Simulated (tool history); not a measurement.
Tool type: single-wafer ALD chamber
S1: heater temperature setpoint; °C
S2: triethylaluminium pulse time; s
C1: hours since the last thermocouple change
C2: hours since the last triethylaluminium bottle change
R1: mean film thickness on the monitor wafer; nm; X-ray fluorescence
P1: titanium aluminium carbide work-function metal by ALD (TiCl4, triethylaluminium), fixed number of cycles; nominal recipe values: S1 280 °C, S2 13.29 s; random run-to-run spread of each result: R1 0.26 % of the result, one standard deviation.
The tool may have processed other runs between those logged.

Run 1, day 0.575: S1 280 °C, S2 13.29 s; C1 835.2; C2 777.5. Result: R1 1.8443 nm.
Run 2, day 1.275: S1 280 °C, S2 13.29 s; C1 852; C2 794.3. Result: R1 1.8334 nm.
Run 3, day 1.729: S1 280 °C, S2 19.85 s; C1 862.9; C2 805.2. Result: R1 1.8648 nm.
Run 4, day 2.208: S1 280 °C, S2 7.53 s; C1 874.4; C2 816.7. Result: R1 1.7194 nm.
Run 5, day 2.983: S1 280 °C, S2 13.29 s; C1 893; C2 835.3. Result: R1 1.8438 nm.
Run 6, day 3.738: S1 304 °C, S2 13.29 s; C1 911.1; C2 853.4. Result: R1 2.0378 nm.
Run 7, day 4.246: S1 280 °C, S2 13.29 s; C1 923.3; C2 865.6. Result: R1 1.8342 nm.
Run 8, day 4.7: S1 280 °C, S2 13.29 s; C1 934.2; C2 876.5. Result: R1 1.8372 nm.
Run 9, day 5.275: S1 259 °C, S2 13.29 s; C1 948; C2 890.3. Result: R1 1.6668 nm.
Run 10, day 5.733: S1 302 °C, S2 9.39 s; C1 959; C2 901.3. Result: R1 1.9661 nm.
Run 11, day 6.283: S1 280 °C, S2 13.29 s; C1 972.2; C2 914.5. Result: R1 1.8388 nm.
Run 12, day 7.033: S1 280 °C, S2 13.29 s; C1 990.2; C2 932.5. Result: R1 1.8392 nm.
Run 13, day 7.4: S1 280 °C, S2 13.29 s; C1 999; C2 941.3. Result: R1 1.8364 nm.
Run 14, day 7.754: S1 280 °C, S2 13.29 s; C1 1007.5; C2 949.8. Result: R1 1.8307 nm.
Run 15, day 8.108: S1 280 °C, S2 13.29 s; C1 1016; C2 958.3. Result: R1 1.819 nm.
Run 16, day 8.667: S1 280 °C, S2 13.29 s; C1 1029.4; C2 971.7. Result: R1 1.8173 nm.

What will run 17 give?
Run 17, day 9.1: S1 280 °C, S2 13.29 s; C1 1039.8; C2 982.1. Result: R1 ?.

{"run 17": {"R1": 1.8139}}
